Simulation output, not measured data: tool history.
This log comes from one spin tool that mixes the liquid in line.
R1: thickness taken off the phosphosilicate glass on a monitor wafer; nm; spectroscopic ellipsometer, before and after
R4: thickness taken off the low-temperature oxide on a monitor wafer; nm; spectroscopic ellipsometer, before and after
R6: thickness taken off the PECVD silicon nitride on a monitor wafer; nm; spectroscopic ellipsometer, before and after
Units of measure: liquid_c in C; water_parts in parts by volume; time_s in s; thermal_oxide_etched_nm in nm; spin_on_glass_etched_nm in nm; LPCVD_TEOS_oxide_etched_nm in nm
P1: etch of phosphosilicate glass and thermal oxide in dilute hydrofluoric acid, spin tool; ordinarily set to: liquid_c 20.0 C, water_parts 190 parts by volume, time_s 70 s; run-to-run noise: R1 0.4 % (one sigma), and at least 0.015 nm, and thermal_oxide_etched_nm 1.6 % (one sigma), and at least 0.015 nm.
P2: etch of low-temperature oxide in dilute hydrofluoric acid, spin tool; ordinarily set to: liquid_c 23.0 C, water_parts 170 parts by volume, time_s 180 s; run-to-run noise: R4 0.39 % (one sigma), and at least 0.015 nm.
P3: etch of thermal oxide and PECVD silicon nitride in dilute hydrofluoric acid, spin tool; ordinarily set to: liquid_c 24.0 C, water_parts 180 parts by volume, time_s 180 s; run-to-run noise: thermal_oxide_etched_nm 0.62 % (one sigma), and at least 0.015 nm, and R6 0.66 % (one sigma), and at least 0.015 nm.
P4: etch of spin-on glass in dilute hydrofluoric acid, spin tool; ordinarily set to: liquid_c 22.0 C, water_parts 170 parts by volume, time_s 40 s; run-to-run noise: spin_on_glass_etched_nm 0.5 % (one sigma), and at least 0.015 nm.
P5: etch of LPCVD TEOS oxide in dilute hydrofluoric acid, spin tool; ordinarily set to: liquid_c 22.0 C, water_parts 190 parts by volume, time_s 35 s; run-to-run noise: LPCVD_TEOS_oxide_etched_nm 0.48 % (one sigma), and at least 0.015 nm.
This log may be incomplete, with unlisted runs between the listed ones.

run 1 hour=3.1 | process=P1 liquid_c=20.0 water_parts=190 time_s=70 | R1=38.990 thermal_oxide_etched_nm=1.30460
run 2 hour=7.4 | process=P1 liquid_c=20.0 water_parts=190 time_s=120 | R1=67.048 thermal_oxide_etched_nm=2.21140
run 3 hour=11.4 | process=P4 liquid_c=22.0 water_parts=170 time_s=40 | spin_on_glass_etched_nm=6.7613
run 4 hour=15.9 | process=P2 liquid_c=18.0 water_parts=170 time_s=180 | R4=19.544
run 5 hour=20.6 | process=P2 liquid_c=23.0 water_parts=170 time_s=270 | R4=35.709
run 6 hour=23.4 | process=P5 liquid_c=22.0 water_parts=340 time_s=35 | LPCVD_TEOS_oxide_etched_nm=3.4355
run 7 hour=27.2 | process=P1 liquid_c=20.0 water_parts=190 time_s=70 | R1=39.024 thermal_oxide_etched_nm=1.34730
run 8 hour=31.8 | process=P2 liquid_c=23.0 water_parts=170 time_s=180 | R4=23.549
run 9 hour=35.8 | process=P1 liquid_c=20.0 water_parts=190 time_s=70 | R1=39.048 thermal_oxide_etched_nm=1.33420
run 10 hour=39.8 | process=P1 liquid_c=17.0 water_parts=190 time_s=115 | R1=56.962 thermal_oxide_etched_nm=1.86630
run 11 hour=43.0 | process=P3 liquid_c=24.0 water_parts=180 time_s=20 | thermal_oxide_etched_nm=0.52267 R6=0.36967
run 12 hour=45.1 | process=P1 liquid_c=20.0 water_parts=190 time_s=70 | R1=39.243 thermal_oxide_etched_nm=1.26980
run 13 hour=49.6 | process=P3 liquid_c=24.0 water_parts=180 time_s=180 | thermal_oxide_etched_nm=4.51620 R6=3.43860
run 14 hour=52.5 | process=P2 liquid_c=23.0 water_parts=255 time_s=180 | R4=14.425
run 15 hour=56.1 | process=P5 liquid_c=26.5 water_parts=190 time_s=35 | LPCVD_TEOS_oxide_etched_nm=8.4109
run 16 hour=59.8 | process=P1 liquid_c=20.0 water_parts=90 time_s=70 | R1=91.586 thermal_oxide_etched_nm=3.07750
run 17 hour=63.0 | process=P1 liquid_c=25.0 water_parts=190 time_s=70 | R1=47.024 thermal_oxide_etched_nm=1.57690
run 18 hour=67.1 | process=P1 liquid_c=17.0 water_parts=190 time_s=70 | R1=34.581 thermal_oxide_etched_nm=1.14620
run 19 hour=71.7 | process=P1 liquid_c=20.0 water_parts=190 time_s=35 | R1=19.521 thermal_oxide_etched_nm=0.63846
run 20 hour=75.6 | process=P4 liquid_c=22.0 water_parts=170 time_s=80 | spin_on_glass_etched_nm=13.5320
run 21 hour=78.7 | process=P3 liquid_c=24.0 water_parts=180 time_s=180 | thermal_oxide_etched_nm=4.46030 R6=3.39130
run 22 hour=82.9 | process=P1 liquid_c=20.0 water_parts=320 time_s=70 | R1=20.562 thermal_oxide_etched_nm=0.69481
run 23 hour=86.2 | process=P1 liquid_c=20.0 water_parts=190 time_s=70 | R1=39.194 thermal_oxide_etched_nm=1.33040
run 24 hour=89.6 | process=P3 liquid_c=17.0 water_parts=180 time_s=180 | thermal_oxide_etched_nm=3.40110 R6=2.14240
run 25 hour=93.8 | process=P4 liquid_c=22.0 water_parts=235 time_s=40 | spin_on_glass_etched_nm=4.5689
run 26 hour=96.8 | process=P3 liquid_c=24.0 water_parts=55 time_s=180 | thermal_oxide_etched_nm=16.82400 R6=10.89000

The next listed run, before its measurement:
run 27 hour=100.4 | process=P5 liquid_c=22.0 water_parts=190 time_s=65 | LPCVD_TEOS_oxide_etched_nm=?

{"run 27": {"LPCVD_TEOS_oxide_etched_nm": 13.271}}
